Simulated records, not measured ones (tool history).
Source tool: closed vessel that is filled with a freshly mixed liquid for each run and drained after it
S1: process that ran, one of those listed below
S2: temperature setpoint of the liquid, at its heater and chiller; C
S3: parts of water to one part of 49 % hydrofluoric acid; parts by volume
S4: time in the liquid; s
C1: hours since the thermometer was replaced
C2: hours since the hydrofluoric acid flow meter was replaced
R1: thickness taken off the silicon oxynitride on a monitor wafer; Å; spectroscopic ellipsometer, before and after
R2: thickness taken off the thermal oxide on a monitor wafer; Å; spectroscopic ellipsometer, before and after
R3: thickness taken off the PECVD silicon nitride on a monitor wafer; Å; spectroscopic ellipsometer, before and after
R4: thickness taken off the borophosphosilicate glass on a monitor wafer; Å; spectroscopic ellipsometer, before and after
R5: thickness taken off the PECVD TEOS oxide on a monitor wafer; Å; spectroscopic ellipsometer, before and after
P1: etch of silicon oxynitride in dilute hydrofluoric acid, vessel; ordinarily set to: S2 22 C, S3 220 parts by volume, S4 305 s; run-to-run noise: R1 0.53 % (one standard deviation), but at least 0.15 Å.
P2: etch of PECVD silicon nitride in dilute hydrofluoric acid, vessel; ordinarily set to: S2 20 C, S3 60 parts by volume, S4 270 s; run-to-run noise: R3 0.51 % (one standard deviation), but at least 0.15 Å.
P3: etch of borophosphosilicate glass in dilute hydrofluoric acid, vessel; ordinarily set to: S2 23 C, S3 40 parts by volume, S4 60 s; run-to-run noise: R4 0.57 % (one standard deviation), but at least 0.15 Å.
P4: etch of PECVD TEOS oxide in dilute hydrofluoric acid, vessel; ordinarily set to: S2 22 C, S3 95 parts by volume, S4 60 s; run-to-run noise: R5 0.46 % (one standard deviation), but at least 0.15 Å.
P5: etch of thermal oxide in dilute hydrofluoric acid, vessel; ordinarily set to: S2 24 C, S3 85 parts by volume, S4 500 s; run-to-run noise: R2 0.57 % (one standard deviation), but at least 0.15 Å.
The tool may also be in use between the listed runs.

{"run": 1, "hour": 10.2, "S1": "P1", "S2": 22, "S3": 220, "S4": 305, "C1": 676, "C2": 1124.8, "R1": 41.832}
{"run": 2, "hour": 23.5, "S1": "P5", "S2": 24, "S3": 85, "S4": 500, "C1": 689.3, "C2": 1138.1, "R2": 285.87}
{"run": 3, "hour": 32.7, "S1": "P2", "S2": 20, "S3": 60, "S4": 270, "C1": 698.5, "C2": 1147.3, "R3": 155.02}
{"run": 4, "hour": 49.1, "S1": "P1", "S2": 22, "S3": 220, "S4": 305, "C1": 714.9, "C2": 1163.7, "R1": 41.865}
{"run": 5, "hour": 59.9, "S1": "P3", "S2": 23, "S3": 40, "S4": 60, "C1": 725.7, "C2": 1174.5, "R4": 813.15}
{"run": 6, "hour": 73.9, "S1": "P4", "S2": 22, "S3": 95, "S4": 60, "C1": 739.7, "C2": 1188.5, "R5": 140.32}
{"run": 7, "hour": 85.8, "S1": "P5", "S2": 20, "S3": 85, "S4": 500, "C1": 751.6, "C2": 1200.4, "R2": 246.22}
{"run": 8, "hour": 98.2, "S1": "P1", "S2": 22, "S3": 80, "S4": 305, "C1": 764, "C2": 1212.8, "R1": 128.35}
{"run": 9, "hour": 115.9, "S1": "P4", "S2": 22, "S3": 95, "S4": 110, "C1": 781.7, "C2": 1230.5, "R5": 256.09}
{"run": 10, "hour": 128.0, "S1": "P5", "S2": 24, "S3": 55, "S4": 500, "C1": 793.8, "C2": 1242.6, "R2": 462.33}
{"run": 11, "hour": 146.3, "S1": "P1", "S2": 29, "S3": 220, "S4": 305, "C1": 812.1, "C2": 1260.9, "R1": 56.753}
{"run": 12, "hour": 159.8, "S1": "P1", "S2": 22, "S3": 350, "S4": 305, "C1": 825.6, "C2": 1274.4, "R1": 24.456}
{"run": 13, "hour": 169.2, "S1": "P2", "S2": 28, "S3": 60, "S4": 270, "C1": 835, "C2": 1283.8, "R3": 265.09}
{"run": 14, "hour": 183.3, "S1": "P3", "S2": 23, "S3": 40, "S4": 90, "C1": 849.1, "C2": 1297.9, "R4": 1211.7}
{"run": 15, "hour": 200.9, "S1": "P5", "S2": 24, "S3": 85, "S4": 500, "C1": 866.7, "C2": 1315.5, "R2": 286.45}
{"run": 16, "hour": 217.5, "S1": "P1", "S2": 22, "S3": 220, "S4": 305, "C1": 883.3, "C2": 1332.1, "R1": 42.377}
{"run": 17, "hour": 226.2, "S1": "P4", "S2": 22, "S3": 30, "S4": 60, "C1": 892, "C2": 1340.8, "R5": 476.28}
{"run": 18, "hour": 243.7, "S1": "P5", "S2": 24, "S3": 85, "S4": 840, "C1": 909.5, "C2": 1358.3, "R2": 485.67}
{"run": 19, "hour": 257.1, "S1": "P1", "S2": 17, "S3": 220, "S4": 305, "C1": 922.9, "C2": 1371.7, "R1": 33.097}
{"run": 20, "hour": 267.2, "S1": "P2", "S2": 20, "S3": 60, "S4": 40, "C1": 933, "C2": 1381.8, "R3": 23.147}
{"run": 21, "hour": 280.6, "S1": "P1", "S2": 22, "S3": 375, "S4": 425, "C1": 946.4, "C2": 1395.2, "R1": 30.739}
{"run": 22, "hour": 297.5, "S1": "P3", "S2": 23, "S3": 40, "S4": 60, "C1": 963.3, "C2": 1412.1, "R4": 816.8}
{"run": 23, "hour": 314.1, "S1": "P3", "S2": 23, "S3": 65, "S4": 60, "C1": 979.9, "C2": 1428.7, "R4": 483.24}
{"run": 24, "hour": 328.3, "S1": "P2", "S2": 20, "S3": 60, "S4": 270, "C1": 994.1, "C2": 1442.9, "R3": 156.28}
{"run": 25, "hour": 338.9, "S1": "P1", "S2": 22, "S3": 220, "S4": 55, "C1": 1004.7, "C2": 1453.5, "R1": 7.6199}
{"run": 26, "hour": 349.9, "S1": "P1", "S2": 26.5, "S3": 220, "S4": 550, "C1": 1015.7, "C2": 1464.5, "R1": 91.157}
{"run": 27, "hour": 358.9, "S1": "P1", "S2": 28, "S3": 220, "S4": 150, "C1": 1024.7, "C2": 1473.5, "R1": 26.898}
{"run": 28, "hour": 370.9, "S1": "P2", "S2": 20, "S3": 95, "S4": 270, "C1": 1036.7, "C2": 1485.5, "R3": 99.655}
{"run": 29, "hour": 387.3, "S1": "P1", "S2": 22, "S3": 220, "S4": 490, "C1": 1053.1, "C2": 1501.9, "R1": 66.884}
{"run": 30, "hour": 398.8, "S1": "P4", "S2": 17, "S3": 95, "S4": 60, "C1": 1064.6, "C2": 1513.4, "R5": 113.44}
{"run": 31, "hour": 414.3, "S1": "P1", "S2": 22, "S3": 220, "S4": 305, "C1": 1080.1, "C2": 1528.9, "R1": 41.847}
{"run": 32, "hour": 424.2, "S1": "P3", "S2": 18, "S3": 40, "S4": 60, "C1": 1090, "C2": 1538.8, "R4": 658.27}
{"run": 33, "hour": 441.2, "S1": "P1", "S2": 22, "S3": 220, "S4": 305, "C1": 1107, "C2": 1555.8, "R1": 41.462}
{"run": 34, "hour": 449.7, "S1": "P1", "S2": 22, "S3": 220, "S4": 305, "C1": 1115.5, "C2": 1564.3, "R1": 39.739}
{"run": 35, "hour": 459.4, "S1": "P1", "S2": 22, "S3": 220, "S4": 305, "C1": 1125.2, "C2": 1574, "R1": 39.08}
{"run": 36, "hour": 475.7, "S1": "P1", "S2": 22, "S3": 220, "S4": 305, "C1": 1141.5, "C2": 1590.3, "R1": 38.567}
{"run": 37, "hour": 494.0, "S1": "P1", "S2": 22, "S3": 220, "S4": 305, "C1": 1159.8, "C2": 1608.6, "R1": 38.811}
{"run": 38, "hour": 502.0, "S1": "P1", "S2": 22, "S3": 220, "S4": 305, "C1": 1167.8, "C2": 1616.6, "R1": 38.111}
{"run": 39, "hour": 516.5, "S1": "P1", "S2": 22, "S3": 220, "S4": 305, "C1": 1182.3, "C2": 1631.1, "R1": 38.234}

P1 no longer gives what it gave before; its output has crept away from where it was. The following 2 causes, each at its listed size, fit the log equally well:
A: hydrofluoric acid flow below the setpoint (%) = 6.98
B: liquid colder than its thermometer reads (K) = 1.84
At approximately hour 441.2, the process output began to creep.

Each of the 4 check runs below uses one wafer; its results are left as question marks. Which run tells the causes apart?
{"run": "check 1", "hour": 531.0, "S1": "P5", "S2": 24, "S3": 85, "S4": 500, "R2": "?"}
{"run": "check 2", "hour": 531.0, "S1": "P4", "S2": 22, "S3": 95, "S4": 60, "R5": "?"}
{"run": "check 3", "hour": 531.0, "S1": "P2", "S2": 20, "S3": 60, "S4": 270, "R3": "?"}
{"run": "check 4", "hour": 531.0, "S1": "P3", "S2": 23, "S3": 40, "S4": 60, "R4": "?"}

What each check would give under each cause:
check=check_1 result=R2 if_A=264.14 if_B=265.74
check=check_2 result=R5 if_A=128.45 if_B=129.17
check=check_3 result=R3 if_A=145.11 if_B=136.97
check=check_4 result=R4 if_A=752.11 if_B=751.19
Smallest distance between any two causes, each pair judged by its most separating result, in per cent: check 1 0.61 %; check 2 0.56 %; check 3 5.77 %; check 4 0.12 %
The causes can be told apart only by check 3. The other checks would give nearly the same results under each of them.

Check 3 was then run and gave: R3 136.99 Å. Which cause is it?

The cause is B: liquid colder than its thermometer reads (K).
